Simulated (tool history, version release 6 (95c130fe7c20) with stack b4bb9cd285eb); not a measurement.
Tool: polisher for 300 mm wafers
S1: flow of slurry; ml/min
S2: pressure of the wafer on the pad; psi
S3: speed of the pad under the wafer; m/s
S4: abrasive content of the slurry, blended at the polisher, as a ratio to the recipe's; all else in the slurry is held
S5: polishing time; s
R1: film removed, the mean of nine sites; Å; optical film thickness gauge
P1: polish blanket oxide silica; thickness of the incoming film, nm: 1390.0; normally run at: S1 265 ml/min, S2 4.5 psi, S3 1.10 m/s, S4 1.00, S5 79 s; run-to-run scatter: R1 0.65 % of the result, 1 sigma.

Run 1, day 0.508: S1 265 ml/min, S2 4.5 psi, S3 1.10 m/s, S4 1.00, S5 79 s. Result: R1 2544.1 Å.
Run 2, day 0.812: S1 265 ml/min, S2 4.5 psi, S3 1.10 m/s, S4 1.00, S5 79 s. Result: R1 2509.5 Å.
Run 3, day 1.204: S1 265 ml/min, S2 4.5 psi, S3 1.10 m/s, S4 0.80, S5 79 s. Result: R1 2267.4 Å.
At day 1.492: head pressure recalibrated.
Run 4, day 1.492: S1 265 ml/min, S2 4.5 psi, S3 1.10 m/s, S4 1.00, S5 79 s. Result: R1 2526.7 Å.
Run 5, day 2.096: S1 265 ml/min, S2 4.5 psi, S3 1.10 m/s, S4 1.45, S5 79 s. Result: R1 2938.4 Å.
Run 6, day 2.371: S1 265 ml/min, S2 4.5 psi, S3 1.74 m/s, S4 1.00, S5 79 s. Result: R1 3630.6 Å.
Run 7, day 2.871: S1 265 ml/min, S2 4.5 psi, S3 0.74 m/s, S4 1.00, S5 79 s. Result: R1 1824.9 Å.
Run 8, day 3.142: S1 265 ml/min, S2 2.5 psi, S3 1.10 m/s, S4 1.00, S5 79 s. Result: R1 1392.9 Å.
Run 9, day 3.562: S1 265 ml/min, S2 4.5 psi, S3 1.34 m/s, S4 1.00, S5 113 s. Result: R1 4222.1 Å.
Run 10, day 4.121: S1 195 ml/min, S2 4.5 psi, S3 1.10 m/s, S4 1.00, S5 79 s. Result: R1 2426.7 Å.
Run 11, day 4.442: S1 265 ml/min, S2 4.5 psi, S3 1.10 m/s, S4 1.00, S5 50 s. Result: R1 1599.8 Å.
Run 12, day 4.954: S1 265 ml/min, S2 6.7 psi, S3 1.10 m/s, S4 1.00, S5 79 s. Result: R1 3746.7 Å.
Run 13, day 5.462: S1 265 ml/min, S2 4.5 psi, S3 1.10 m/s, S4 1.00, S5 79 s. Result: R1 2514.5 Å.
Run 14, day 5.788: S1 365 ml/min, S2 4.5 psi, S3 1.10 m/s, S4 1.00, S5 79 s. Result: R1 2584.7 Å.
Run 15, day 6.346: S1 265 ml/min, S2 4.5 psi, S3 1.10 m/s, S4 1.00, S5 122 s. Result: R1 3930.8 Å.
Run 16, day 6.642: S1 265 ml/min, S2 4.5 psi, S3 1.10 m/s, S4 1.00, S5 79 s. Result: R1 2534.0 Å.
Run 17, day 7.062: S1 265 ml/min, S2 4.5 psi, S3 1.10 m/s, S4 1.00, S5 79 s. Result: R1 2502.4 Å.
Run 18, day 7.367: S1 265 ml/min, S2 4.5 psi, S3 1.10 m/s, S4 1.00, S5 79 s. Result: R1 2451.7 Å.
Run 19, day 7.871: S1 265 ml/min, S2 4.5 psi, S3 1.10 m/s, S4 1.00, S5 79 s. Result: R1 2378.5 Å.
Run 20, day 8.175: S1 265 ml/min, S2 4.5 psi, S3 1.10 m/s, S4 1.00, S5 79 s. Result: R1 2327.0 Å.
Run 21, day 8.617: S1 265 ml/min, S2 4.5 psi, S3 1.10 m/s, S4 1.00, S5 79 s. Result: R1 2283.2 Å.
Run 22, day 8.888: S1 265 ml/min, S2 4.5 psi, S3 1.10 m/s, S4 1.00, S5 79 s. Result: R1 2241.6 Å.
At day 9.200: head pressure recalibrated.
Run 23, day 9.254: S1 265 ml/min, S2 4.5 psi, S3 1.10 m/s, S4 1.00, S5 79 s. Result: R1 2244.4 Å.
Run 24, day 9.838: S1 265 ml/min, S2 4.5 psi, S3 1.10 m/s, S4 1.00, S5 79 s. Result: R1 2225.4 Å.
Run 25, day 10.117: S1 265 ml/min, S2 4.5 psi, S3 1.10 m/s, S4 1.00, S5 79 s. Result: R1 2223.9 Å.
At day 10.279: conditioning disc replaced and pad reconditioned.
Run 26, day 10.633: S1 265 ml/min, S2 4.5 psi, S3 1.10 m/s, S4 1.00, S5 79 s. Result: R1 2211.9 Å.
Run 27, day 11.192: S1 265 ml/min, S2 4.5 psi, S3 1.10 m/s, S4 1.00, S5 79 s. Result: R1 2201.2 Å.
Run 28, day 11.758: S1 265 ml/min, S2 4.5 psi, S3 1.10 m/s, S4 1.00, S5 79 s. Result: R1 2187.7 Å.

What P1 gives has crept away from where it was. These 2 causes fit the log equally well, each at the size given:
A: removal rate lost through wear of the pad, % = 12.7
B: abrasive missing from the slurry, % = 24.2
The creep began at about day 7.062.
Why every other cause is out:
slurry flow missing at the pad, %: at most 40, which would move R1 by -6.4 %: too little, or the wrong way
head's pressure below its setpoint, %: serviced at day 9.200, which brought nothing back
time polished since the conditioner stopped cutting, s: serviced at day 10.279, which brought nothing back

4 check runs are offered, each on 5 wafers whose results are averaged, their results left as question marks. Which one tells the causes apart?
Run check 1, day 12.325: S1 265 ml/min, S2 3.6 psi, S3 1.70 m/s, S4 1.00, S5 79 s. Result: R1 ?.
Run check 2, day 12.325: S1 265 ml/min, S2 2.5 psi, S3 1.58 m/s, S4 1.00, S5 79 s. Result: R1 ?.
Run check 3, day 12.325: S1 265 ml/min, S2 4.5 psi, S3 1.56 m/s, S4 1.45, S5 79 s. Result: R1 ?.
Run check 4, day 12.325: S1 265 ml/min, S2 4.5 psi, S3 0.74 m/s, S4 1.00, S5 79 s. Result: R1 ?.

What each check would give under each cause:
  check  result    if A    if B
check 1      R1  2495.1  2495.9
check 2      R1  1634.2  1634.7
check 3      R1  3389.9  3477.8
check 4      R1  1603.3  1603.8
How far apart the two closest causes lie, in the result that separates them most: check 1 0.03 %; check 2 0.03 %; check 3 2.56 %; check 4 0.03 %
Check 3 tells the causes apart: in the others they would give nearly the same result.

Then check 3 was run and gave: R1 3382.6 Å. Which cause is it?

It is A: removal rate lost through wear of the pad, %.
